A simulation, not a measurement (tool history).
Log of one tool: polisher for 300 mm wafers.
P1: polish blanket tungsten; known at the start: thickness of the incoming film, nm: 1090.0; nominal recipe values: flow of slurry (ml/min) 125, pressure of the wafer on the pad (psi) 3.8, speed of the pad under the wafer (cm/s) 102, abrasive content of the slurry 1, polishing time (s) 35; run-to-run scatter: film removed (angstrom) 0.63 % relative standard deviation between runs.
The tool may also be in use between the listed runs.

run     day  flow of slurry (ml/min)  pressure of the wafer on the pad (psi)  speed of the pad under the wafer (cm/s)  abrasive content of the slurry  polishing time (s)  wafers polished on this pad  hours since the slurry nozzle was cleaned  hours since the head pressure was calibrated  hours since the slurry blender was calibrated  hours since the slurry got fresh peroxide  film removed (angstrom)
  1    0.25                      125                                     3.8                                      102                               1                  35                          366                                      156.5                                         339.7                                          202.9                                       44.1                   1739.6
  2   0.612                      125                                     3.8                                      102                               1                  35                          454                                      165.2                                         348.4                                          211.6                                       52.8                   1720.3
  3   0.971                      125                                     3.8                                      102                               1                  35                          541                                      173.8                                           357                                          220.2                                       61.4                   1752.4
  4   1.408                      125                                     3.8                                      102                               1                  35                          647                                      184.3                                         367.5                                          230.7                                       71.9                   1746.6
  5   1.683                      125                                     3.8                                      102                               1                  35                          713                                      190.9                                         374.1                                          237.3                                       78.5                   1733.8
      1.704  -- slurry blender recalibrated
  6   1.962                      125                                     5.9                                      102                               1                  35                          781                                      197.6                                         380.8                                            6.3                                       85.2                     2706
  7   2.288                      125                                     3.8                                      102                               1                  49                          860                                      205.4                                         388.6                                           14.1                                         93                   2436.3
  8   2.558                      125                                     3.8                                      142                               1                  23                          925                                      211.9                                         395.1                                           20.6                                       99.5                   1603.1
  9   3.008                       75                                     3.8                                      102                               1                  35                         1034                                      222.7                                         405.9                                           31.4                                      110.3                   1534.7
 10    3.25                      125                                     3.8                                      102                               1                  35                         1093                                      228.5                                         411.7                                           37.2                                      116.1                   1738.9
 11   3.521                      125                                     3.8                                      102                               1                  17                         1158                                        235                                         418.2                                           43.7                                      122.6                   851.65
 12   3.988                      125                                     3.8                                      102                               1                  35                         1271                                      246.2                                         429.4                                           54.9                                      133.8                   1742.8
 13   4.354                      125                                     3.8                                      102                            0.65                  35                         1360                                        255                                         438.2                                           63.7                                      142.6                     1577
 14   4.825                      125                                     1.7                                      102                               1                  35                         1474                                      266.3                                         449.5                                             75                                      153.9                   782.09
 15   5.133                      125                                     3.8                                       48                               1                  35                         1549                                      273.7                                         456.9                                           82.4                                      161.3                   819.32
 16   5.583                      125                                     3.8                                      102                             1.4                  35                         1658                                      284.5                                         467.7                                           93.2                                      172.1                   1894.6
 17   5.938                      125                                     4.9                                      102                             1.4                  35                         1744                                        293                                         476.2                                          101.7                                      180.6                   2435.4
 18   6.371                      125                                     3.8                                      160                               1                  35                         1849                                      303.4                                         486.6                                          112.1                                        191                     2734
 19     6.8                      175                                     3.8                                      102                               1                  35                         1952                                      313.7                                         496.9                                          122.4                                      201.3                   1856.8
 20   7.142                      125                                     3.8                                      156                             0.6                  35                         2035                                      321.9                                         505.1                                          130.6                                      209.5                   2343.6
 21   7.446                      125                                     3.8                                      102                               1                  35                         2109                                      329.2                                         512.4                                          137.9                                      216.8                   1762.5
 22   7.679                      125                                     3.8                                      102                               1                  35                         2165                                      334.8                                           518                                          143.5                                      222.4                   1695.3
 23   8.088                      125                                     3.8                                      102                               1                  35                         2264                                      344.6                                         527.8                                          153.3                                      232.2                     1637
 24   8.392                      125                                     3.8                                      102                               1                  35                         2338                                      351.9                                         535.1                                          160.6                                      239.5                   1573.1
 25   8.788                      125                                     3.8                                      102                               1                  35                         2434                                      361.4                                         544.6                                          170.1                                        249                   1571.4
 26   9.092                      125                                     3.8                                      102                               1                  35                         2507                                      368.7                                         551.9                                          177.4                                      256.3                   1562.2
      9.404  -- worn pad replaced by a new one
      9.412  -- head pressure recalibrated
 27   9.458                      125                                     3.8                                      102                               1                  35                           13                                      377.5                                           1.1                                          186.2                                      265.1                   1516.1
      9.475  -- slurry blender recalibrated
 28   9.804                      125                                     3.8                                      102                               1                  35                           96                                      385.8                                           9.4                                            7.9                                      273.4                   1548.3
 29  10.054                      125                                     3.8                                      102                               1                  35                          157                                      391.8                                          15.4                                           13.9                                      279.4                   1540.2
 30    10.5                      125                                     3.8                                      102                               1                  35                          265                                      402.5                                          26.1                                           24.6                                      290.1                   1516.5

The log shows P1 creeping away from where it was. Any of the 2 causes listed here, at the size stated for it, fits the log just as well as the others:
A: peroxide lost from the slurry, % = 27.7
B: slurry flow missing at the pad, % = 39.2
The onset of the drift is placed at about day 7.446.
Excluded causes, each with its reason:
removal rate lost through wear of the pad, %: serviced at day 9.404, which brought nothing back
head's pressure below its setpoint, %: serviced at day 9.412, which brought nothing back
abrasive missing from the slurry, %: serviced at day 9.475, which brought nothing back

Consider the 4 check runs below, whose results appear as question marks and each of which averages 3 wafers. Which one distinguishes the causes, in that each cause would give it a clearly different result?
check 1  10.946                      125                                     3.8                                      156                               1                  35                                                                                                                                                                                                                                        ?
check 2  10.946                      125                                     5.8                                       54                               1                  35                                                                                                                                                                                                                                        ?
check 3  10.946                      125                                     3.8                                       50                             0.7                  35                                                                                                                                                                                                                                        ?
check 4  10.946                      160                                     3.8                                      102                               1                  35                                                                                                                                                                                                                                        ?

Expected result of each check under each candidate cause:
  check                   result    if A    if B
check 1  film removed (angstrom)  2341.9  2342.7
check 2  film removed (angstrom)  1237.3  1237.7
check 3  film removed (angstrom)  690.91  691.14
check 4  film removed (angstrom)  1602.2  1643.8
Per check, the gap between the least separated pair of causes, taken in the result that splits them most: check 1 0.03 %; check 2 0.03 %; check 3 0.03 %; check 4 2.56 %
Only in check 4 would the causes give clearly different results; in the remaining checks their results would be nearly the same.

Check 4 has now been run. It gave: film removed (angstrom) 1604.5. Which of the candidate causes is it?

A is the cause: peroxide lost from the slurry, %.

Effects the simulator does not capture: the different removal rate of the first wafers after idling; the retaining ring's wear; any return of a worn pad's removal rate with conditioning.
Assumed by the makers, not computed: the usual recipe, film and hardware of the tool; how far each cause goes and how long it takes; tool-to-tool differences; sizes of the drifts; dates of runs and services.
